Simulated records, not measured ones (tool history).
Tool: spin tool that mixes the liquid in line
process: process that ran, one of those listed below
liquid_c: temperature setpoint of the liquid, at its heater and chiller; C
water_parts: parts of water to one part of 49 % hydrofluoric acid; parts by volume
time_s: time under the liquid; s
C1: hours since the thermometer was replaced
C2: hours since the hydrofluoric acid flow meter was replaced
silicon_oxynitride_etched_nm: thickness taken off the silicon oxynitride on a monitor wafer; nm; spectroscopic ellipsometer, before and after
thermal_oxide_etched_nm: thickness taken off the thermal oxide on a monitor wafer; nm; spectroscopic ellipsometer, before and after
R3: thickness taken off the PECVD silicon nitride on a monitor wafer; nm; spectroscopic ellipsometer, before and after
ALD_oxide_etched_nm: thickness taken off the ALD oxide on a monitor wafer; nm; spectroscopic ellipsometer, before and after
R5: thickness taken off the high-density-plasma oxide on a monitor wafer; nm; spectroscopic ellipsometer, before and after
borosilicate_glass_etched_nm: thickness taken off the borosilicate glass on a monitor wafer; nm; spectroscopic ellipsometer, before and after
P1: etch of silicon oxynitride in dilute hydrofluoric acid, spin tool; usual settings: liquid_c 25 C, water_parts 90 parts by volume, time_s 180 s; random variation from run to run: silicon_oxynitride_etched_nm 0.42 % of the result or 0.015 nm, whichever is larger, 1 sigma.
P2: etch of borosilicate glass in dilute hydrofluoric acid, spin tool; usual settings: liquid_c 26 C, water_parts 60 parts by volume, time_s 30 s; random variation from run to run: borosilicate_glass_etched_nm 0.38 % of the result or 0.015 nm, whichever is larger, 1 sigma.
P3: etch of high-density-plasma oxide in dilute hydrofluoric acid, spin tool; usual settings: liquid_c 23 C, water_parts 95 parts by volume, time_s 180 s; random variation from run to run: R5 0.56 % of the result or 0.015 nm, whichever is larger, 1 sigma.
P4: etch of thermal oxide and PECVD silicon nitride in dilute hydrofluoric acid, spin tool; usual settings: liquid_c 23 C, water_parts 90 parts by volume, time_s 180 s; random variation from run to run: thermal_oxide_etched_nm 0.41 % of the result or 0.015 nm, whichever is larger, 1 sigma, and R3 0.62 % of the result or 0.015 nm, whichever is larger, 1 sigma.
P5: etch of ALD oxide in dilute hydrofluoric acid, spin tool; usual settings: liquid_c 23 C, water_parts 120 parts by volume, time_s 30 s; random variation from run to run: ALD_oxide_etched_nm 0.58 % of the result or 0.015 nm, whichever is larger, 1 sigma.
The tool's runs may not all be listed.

{"run": 1, "day": 0.433, "process": "P1", "liquid_c": 25, "water_parts": 90, "time_s": 180, "C1": 786.7, "C2": 1569.9, "silicon_oxynitride_etched_nm": 9.6927}
{"run": 2, "day": 0.746, "process": "P1", "liquid_c": 25, "water_parts": 90, "time_s": 180, "C1": 794.2, "C2": 1577.4, "silicon_oxynitride_etched_nm": 9.7201}
{"run": 3, "day": 1.067, "process": "P1", "liquid_c": 25, "water_parts": 50, "time_s": 15, "C1": 801.9, "C2": 1585.1, "silicon_oxynitride_etched_nm": 1.5358}
{"run": 4, "day": 1.542, "process": "P1", "liquid_c": 25, "water_parts": 60, "time_s": 30, "C1": 813.3, "C2": 1596.5, "silicon_oxynitride_etched_nm": 2.4916}
{"run": 5, "day": 1.912, "process": "P4", "liquid_c": 23, "water_parts": 90, "time_s": 270, "C1": 822.2, "C2": 1605.4, "thermal_oxide_etched_nm": 13.499, "R3": 6.494}
{"run": 6, "day": 2.175, "process": "P1", "liquid_c": 25, "water_parts": 90, "time_s": 180, "C1": 828.5, "C2": 1611.7, "silicon_oxynitride_etched_nm": 9.7501}
{"run": 7, "day": 2.725, "process": "P5", "liquid_c": 23, "water_parts": 120, "time_s": 30, "C1": 841.7, "C2": 1624.9, "ALD_oxide_etched_nm": 6.4213}
{"run": 8, "day": 3.096, "process": "P5", "liquid_c": 23, "water_parts": 120, "time_s": 15, "C1": 850.6, "C2": 1633.8, "ALD_oxide_etched_nm": 3.1903}
{"run": 9, "day": 3.662, "process": "P1", "liquid_c": 25, "water_parts": 90, "time_s": 100, "C1": 864.2, "C2": 1647.4, "silicon_oxynitride_etched_nm": 5.4131}
{"run": 10, "day": 4.192, "process": "P4", "liquid_c": 30, "water_parts": 90, "time_s": 180, "C1": 876.9, "C2": 1660.1, "thermal_oxide_etched_nm": 11.801, "R3": 6.7663}
{"run": 11, "day": 4.458, "process": "P4", "liquid_c": 23, "water_parts": 40, "time_s": 180, "C1": 883.3, "C2": 1666.5, "thermal_oxide_etched_nm": 21.843, "R3": 9.5888}
{"run": 12, "day": 4.75, "process": "P1", "liquid_c": 25, "water_parts": 90, "time_s": 290, "C1": 890.3, "C2": 1673.5, "silicon_oxynitride_etched_nm": 15.569}
{"run": 13, "day": 5.054, "process": "P3", "liquid_c": 28, "water_parts": 95, "time_s": 180, "C1": 897.6, "C2": 1680.8, "R5": 11.603}
{"run": 14, "day": 5.571, "process": "P2", "liquid_c": 26, "water_parts": 30, "time_s": 30, "C1": 910.0, "C2": 1693.2, "borosilicate_glass_etched_nm": 33.114}
{"run": 15, "day": 6.071, "process": "P1", "liquid_c": 20, "water_parts": 90, "time_s": 180, "C1": 922.0, "C2": 1705.2, "silicon_oxynitride_etched_nm": 7.5756}
{"run": 16, "day": 6.488, "process": "P3", "liquid_c": 23, "water_parts": 95, "time_s": 15, "C1": 932.0, "C2": 1715.2, "R5": 0.80361}
{"run": 17, "day": 7.088, "process": "P2", "liquid_c": 26, "water_parts": 60, "time_s": 45, "C1": 946.4, "C2": 1729.6, "borosilicate_glass_etched_nm": 23.906}
{"run": 18, "day": 7.371, "process": "P1", "liquid_c": 25, "water_parts": 90, "time_s": 180, "C1": 953.2, "C2": 1736.4, "silicon_oxynitride_etched_nm": 9.6603}
{"run": 19, "day": 7.879, "process": "P1", "liquid_c": 25, "water_parts": 155, "time_s": 30, "C1": 965.4, "C2": 1748.6, "silicon_oxynitride_etched_nm": 0.91024}
{"run": 20, "day": 8.258, "process": "P1", "liquid_c": 25, "water_parts": 90, "time_s": 180, "C1": 974.5, "C2": 1757.7, "silicon_oxynitride_etched_nm": 9.7107}
{"run": 21, "day": 8.825, "process": "P5", "liquid_c": 23, "water_parts": 25, "time_s": 30, "C1": 988.1, "C2": 1771.3, "ALD_oxide_etched_nm": 34.632}
{"run": 22, "day": 9.121, "process": "P1", "liquid_c": 25, "water_parts": 90, "time_s": 180, "C1": 995.2, "C2": 1778.4, "silicon_oxynitride_etched_nm": 9.6917}
{"run": 23, "day": 9.483, "process": "P1", "liquid_c": 25, "water_parts": 145, "time_s": 180, "C1": 1003.9, "C2": 1787.1, "silicon_oxynitride_etched_nm": 5.7593}
{"run": 24, "day": 9.871, "process": "P1", "liquid_c": 25, "water_parts": 35, "time_s": 180, "C1": 1013.2, "C2": 1796.4, "silicon_oxynitride_etched_nm": 25.954}
{"run": 25, "day": 10.171, "process": "P4", "liquid_c": 23, "water_parts": 90, "time_s": 180, "C1": 1020.4, "C2": 1803.6, "thermal_oxide_etched_nm": 9.0999, "R3": 4.3336}
{"run": 26, "day": 10.471, "process": "P2", "liquid_c": 18, "water_parts": 60, "time_s": 30, "C1": 1027.6, "C2": 1810.8, "borosilicate_glass_etched_nm": 11.445}
{"run": 27, "day": 11.004, "process": "P1", "liquid_c": 31, "water_parts": 90, "time_s": 180, "C1": 1040.4, "C2": 1823.6, "silicon_oxynitride_etched_nm": 12.872}
{"run": 28, "day": 11.375, "process": "P2", "liquid_c": 26, "water_parts": 60, "time_s": 30, "C1": 1049.3, "C2": 1832.5, "borosilicate_glass_etched_nm": 15.959}
{"run": 29, "day": 11.967, "process": "P2", "liquid_c": 26, "water_parts": 60, "time_s": 30, "C1": 1063.5, "C2": 1846.7, "borosilicate_glass_etched_nm": 15.921}
{"run": 30, "day": 12.283, "process": "P5", "liquid_c": 29, "water_parts": 120, "time_s": 30, "C1": 1071.1, "C2": 1854.3, "ALD_oxide_etched_nm": 8.0816}
{"run": 31, "day": 12.783, "process": "P1", "liquid_c": 25, "water_parts": 90, "time_s": 180, "C1": 1083.1, "C2": 1866.3, "silicon_oxynitride_etched_nm": 9.7818}
{"run": 32, "day": 13.304, "process": "P3", "liquid_c": 23, "water_parts": 20, "time_s": 180, "C1": 1095.6, "C2": 1878.8, "R5": 49.481}
{"run": 33, "day": 13.612, "process": "P3", "liquid_c": 23, "water_parts": 95, "time_s": 180, "C1": 1103.0, "C2": 1886.2, "R5": 9.4784}
{"run": 34, "day": 14.033, "process": "P1", "liquid_c": 25, "water_parts": 90, "time_s": 180, "C1": 1113.1, "C2": 1896.3, "silicon_oxynitride_etched_nm": 9.6728}
{"run": 35, "day": 14.575, "process": "P1", "liquid_c": 25, "water_parts": 90, "time_s": 180, "C1": 1126.1, "C2": 1909.3, "silicon_oxynitride_etched_nm": 9.45}
{"run": 36, "day": 14.954, "process": "P1", "liquid_c": 25, "water_parts": 90, "time_s": 180, "C1": 1135.2, "C2": 1918.4, "silicon_oxynitride_etched_nm": 9.2213}
{"run": 37, "day": 15.496, "process": "P1", "liquid_c": 25, "water_parts": 90, "time_s": 180, "C1": 1148.2, "C2": 1931.4, "silicon_oxynitride_etched_nm": 9.1519}
{"run": 38, "day": 15.833, "process": "P1", "liquid_c": 25, "water_parts": 90, "time_s": 180, "C1": 1156.3, "C2": 1939.5, "silicon_oxynitride_etched_nm": 9.1367}
{"run": 39, "day": 16.404, "process": "P1", "liquid_c": 25, "water_parts": 90, "time_s": 180, "C1": 1170.0, "C2": 1953.2, "silicon_oxynitride_etched_nm": 9.052}
{"run": 40, "day": 16.679, "process": "P1", "liquid_c": 25, "water_parts": 90, "time_s": 180, "C1": 1176.6, "C2": 1959.8, "silicon_oxynitride_etched_nm": 9.0325}
{"run": 41, "day": 16.942, "process": "P1", "liquid_c": 25, "water_parts": 90, "time_s": 180, "C1": 1182.9, "C2": 1966.1, "silicon_oxynitride_etched_nm": 9.0822}
{"run": 42, "day": 17.333, "process": "P1", "liquid_c": 25, "water_parts": 90, "time_s": 180, "C1": 1192.3, "C2": 1975.5, "silicon_oxynitride_etched_nm": 9.0514}
{"run": 43, "day": 17.854, "process": "P1", "liquid_c": 25, "water_parts": 90, "time_s": 180, "C1": 1204.8, "C2": 1988.0, "silicon_oxynitride_etched_nm": 9.0405}

What P1 gives has crept away from where it was. These 2 causes fit the log equally well, each at the size given:
A: hydrofluoric acid flow below the setpoint (%) = 6.52
B: liquid colder than its thermometer reads (K) = 1.54
The creep began at about day 14.033.

4 check runs are offered, each on 2 wafers whose results are averaged, their results left as question marks. Which one tells the causes apart?
{"run": "check 1", "day": 18.375, "process": "P3", "liquid_c": 23, "water_parts": 65, "time_s": 180, "R5": "?"}
{"run": "check 2", "day": 18.375, "process": "P4", "liquid_c": 23, "water_parts": 45, "time_s": 180, "thermal_oxide_etched_nm": "?", "R3": "?"}
{"run": "check 3", "day": 18.375, "process": "P5", "liquid_c": 23, "water_parts": 35, "time_s": 30, "ALD_oxide_etched_nm": "?"}
{"run": "check 4", "day": 18.375, "process": "P2", "liquid_c": 19, "water_parts": 60, "time_s": 30, "borosilicate_glass_etched_nm": "?"}

What each check would give under each cause:
check=check_1 result=R5 if_A=13.40100 if_B=13.52900
check=check_2 result=thermal_oxide_etched_nm if_A=17.8610 if_B=17.9860
check=check_2 result=R3 if_A=8.0241 if_B=7.7122
check=check_3 result=ALD_oxide_etched_nm if_A=22.8640 if_B=22.9920
check=check_4 result=borosilicate_glass_etched_nm if_A=11.101 if_B=11.171
How far apart the two closest causes lie, in the result that separates them most: check 1 0.95 %; check 2 3.97 %; check 3 0.56 %; check 4 0.63 %
Only check 2 tells the causes apart: in the others they would give nearly the same result.

Then check 2 was run and gave: thermal_oxide_etched_nm 17.8340 nm; R3 8.0028 nm. Which cause is it?

It is A: hydrofluoric acid flow below the setpoint (%).
